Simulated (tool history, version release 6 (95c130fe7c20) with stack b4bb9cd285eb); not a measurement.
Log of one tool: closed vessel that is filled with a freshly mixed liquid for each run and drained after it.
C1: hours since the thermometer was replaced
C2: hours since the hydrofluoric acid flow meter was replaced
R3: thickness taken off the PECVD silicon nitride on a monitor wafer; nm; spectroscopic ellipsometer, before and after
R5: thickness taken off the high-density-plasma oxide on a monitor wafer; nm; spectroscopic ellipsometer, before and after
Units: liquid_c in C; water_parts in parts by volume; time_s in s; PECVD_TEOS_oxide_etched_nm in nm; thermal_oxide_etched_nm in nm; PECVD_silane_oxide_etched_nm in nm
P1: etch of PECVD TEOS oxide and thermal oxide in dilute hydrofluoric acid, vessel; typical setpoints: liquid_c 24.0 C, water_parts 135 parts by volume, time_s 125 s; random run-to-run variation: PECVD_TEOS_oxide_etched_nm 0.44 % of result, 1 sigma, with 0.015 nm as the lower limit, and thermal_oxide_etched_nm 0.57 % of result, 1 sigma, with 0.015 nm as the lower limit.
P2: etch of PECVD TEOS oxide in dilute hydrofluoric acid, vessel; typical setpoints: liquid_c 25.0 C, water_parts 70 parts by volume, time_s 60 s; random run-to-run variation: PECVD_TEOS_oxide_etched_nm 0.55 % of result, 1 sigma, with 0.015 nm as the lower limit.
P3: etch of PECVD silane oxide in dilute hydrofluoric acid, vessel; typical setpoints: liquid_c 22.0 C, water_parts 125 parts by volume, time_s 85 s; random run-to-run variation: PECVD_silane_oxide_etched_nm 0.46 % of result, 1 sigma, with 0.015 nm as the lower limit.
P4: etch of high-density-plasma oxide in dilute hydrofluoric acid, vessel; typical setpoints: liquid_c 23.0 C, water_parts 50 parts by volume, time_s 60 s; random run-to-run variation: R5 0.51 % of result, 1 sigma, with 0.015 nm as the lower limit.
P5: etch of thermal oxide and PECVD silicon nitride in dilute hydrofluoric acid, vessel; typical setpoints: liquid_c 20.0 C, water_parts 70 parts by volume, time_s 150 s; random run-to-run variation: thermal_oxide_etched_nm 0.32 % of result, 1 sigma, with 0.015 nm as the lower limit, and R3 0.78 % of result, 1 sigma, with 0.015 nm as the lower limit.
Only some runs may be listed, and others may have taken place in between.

run 1 hour=11.8 | process=P1 liquid_c=24.0 water_parts=135 time_s=125 | C1=338.9 C2=678.3 | PECVD_TEOS_oxide_etched_nm=13.7570 thermal_oxide_etched_nm=4.1103
run 2 hour=20.9 | process=P1 liquid_c=31.0 water_parts=135 time_s=50 | C1=348.0 C2=687.4 | PECVD_TEOS_oxide_etched_nm=7.1527 thermal_oxide_etched_nm=2.1569
run 3 hour=28.7 | process=P5 liquid_c=20.0 water_parts=70 time_s=150 | C1=355.8 C2=695.2 | thermal_oxide_etched_nm=9.5340 R3=2.8647
run 4 hour=38.4 | process=P5 liquid_c=20.0 water_parts=20 time_s=150 | C1=365.5 C2=704.9 | thermal_oxide_etched_nm=35.1280 R3=9.6582
run 5 hour=46.2 | process=P1 liquid_c=24.0 water_parts=70 time_s=125 | C1=373.3 C2=712.7 | PECVD_TEOS_oxide_etched_nm=28.8870 thermal_oxide_etched_nm=8.5236
run 6 hour=54.0 | process=P3 liquid_c=22.0 water_parts=125 time_s=130 | C1=381.1 C2=720.5 | PECVD_silane_oxide_etched_nm=46.187
run 7 hour=62.7 | process=P1 liquid_c=24.0 water_parts=135 time_s=125 | C1=389.8 C2=729.2 | PECVD_TEOS_oxide_etched_nm=13.8030 thermal_oxide_etched_nm=4.1423
run 8 hour=68.9 | process=P1 liquid_c=24.0 water_parts=135 time_s=125 | C1=396.0 C2=735.4 | PECVD_TEOS_oxide_etched_nm=13.8060 thermal_oxide_etched_nm=4.1487
run 9 hour=74.1 | process=P2 liquid_c=25.0 water_parts=70 time_s=30 | C1=401.2 C2=740.6 | PECVD_TEOS_oxide_etched_nm=12.5250
run 10 hour=81.0 | process=P3 liquid_c=17.0 water_parts=125 time_s=85 | C1=408.1 C2=747.5 | PECVD_silane_oxide_etched_nm=24.748
run 11 hour=88.5 | process=P3 liquid_c=22.0 water_parts=125 time_s=85 | C1=415.6 C2=755.0 | PECVD_silane_oxide_etched_nm=30.155
run 12 hour=96.0 | process=P4 liquid_c=28.5 water_parts=50 time_s=60 | C1=423.1 C2=762.5 | R5=10.9820
run 13 hour=103.8 | process=P4 liquid_c=23.0 water_parts=50 time_s=60 | C1=430.9 C2=770.3 | R5=8.7645
run 14 hour=116.0 | process=P3 liquid_c=22.0 water_parts=125 time_s=85 | C1=443.1 C2=782.5 | PECVD_silane_oxide_etched_nm=30.141
run 15 hour=124.8 | process=P1 liquid_c=18.5 water_parts=135 time_s=125 | C1=451.9 C2=791.3 | PECVD_TEOS_oxide_etched_nm=10.9900 thermal_oxide_etched_nm=3.2770
run 16 hour=134.7 | process=P1 liquid_c=24.0 water_parts=135 time_s=125 | C1=461.8 C2=801.2 | PECVD_TEOS_oxide_etched_nm=13.7620 thermal_oxide_etched_nm=4.1152
run 17 hour=143.0 | process=P2 liquid_c=21.0 water_parts=70 time_s=60 | C1=470.1 C2=809.5 | PECVD_TEOS_oxide_etched_nm=21.1590
run 18 hour=150.6 | process=P2 liquid_c=25.0 water_parts=100 time_s=60 | C1=477.7 C2=817.1 | PECVD_TEOS_oxide_etched_nm=16.9580
run 19 hour=158.5 | process=P3 liquid_c=22.0 water_parts=170 time_s=85 | C1=485.6 C2=825.0 | PECVD_silane_oxide_etched_nm=21.024
run 20 hour=166.8 | process=P1 liquid_c=24.0 water_parts=135 time_s=125 | C1=493.9 C2=833.3 | PECVD_TEOS_oxide_etched_nm=13.7230 thermal_oxide_etched_nm=4.0941
run 21 hour=177.5 | process=P4 liquid_c=23.0 water_parts=50 time_s=35 | C1=504.6 C2=844.0 | R5=5.1158
run 22 hour=187.9 | process=P5 liquid_c=24.0 water_parts=70 time_s=150 | C1=515.0 C2=854.4 | thermal_oxide_etched_nm=11.1460 R3=3.8508
run 23 hour=195.4 | process=P1 liquid_c=24.0 water_parts=135 time_s=245 | C1=522.5 C2=861.9 | PECVD_TEOS_oxide_etched_nm=26.7830 thermal_oxide_etched_nm=8.0373
run 24 hour=205.8 | process=P1 liquid_c=24.0 water_parts=135 time_s=125 | C1=532.9 C2=872.3 | PECVD_TEOS_oxide_etched_nm=13.7780 thermal_oxide_etched_nm=4.1067
run 25 hour=211.1 | process=P2 liquid_c=25.0 water_parts=70 time_s=60 | C1=538.2 C2=877.6 | PECVD_TEOS_oxide_etched_nm=25.1910
run 26 hour=221.2 | process=P2 liquid_c=25.0 water_parts=70 time_s=60 | C1=548.3 C2=887.7 | PECVD_TEOS_oxide_etched_nm=25.3520
run 27 hour=226.4 | process=P4 liquid_c=23.0 water_parts=85 time_s=60 | C1=553.5 C2=892.9 | R5=4.9840
run 28 hour=234.8 | process=P1 liquid_c=24.0 water_parts=200 time_s=125 | C1=561.9 C2=901.3 | PECVD_TEOS_oxide_etched_nm=8.6002 thermal_oxide_etched_nm=2.5372
run 29 hour=241.9 | process=P1 liquid_c=30.0 water_parts=135 time_s=125 | C1=569.0 C2=908.4 | PECVD_TEOS_oxide_etched_nm=17.2820 thermal_oxide_etched_nm=5.1248
run 30 hour=250.5 | process=P5 liquid_c=20.0 water_parts=70 time_s=235 | C1=577.6 C2=917.0 | thermal_oxide_etched_nm=14.7680 R3=4.5748
run 31 hour=256.7 | process=P1 liquid_c=24.0 water_parts=135 time_s=30 | C1=583.8 C2=923.2 | PECVD_TEOS_oxide_etched_nm=3.3077 thermal_oxide_etched_nm=0.9931

Predict the results of run 32:
run 32 hour=267.8 | process=P1 liquid_c=24.0 water_parts=135 time_s=125 | C1=594.9 C2=934.3 | PECVD_TEOS_oxide_etched_nm=? thermal_oxide_etched_nm=?

PECVD_TEOS_oxide_etched_nm: 13.6760 nm
thermal_oxide_etched_nm: 4.1176 nm
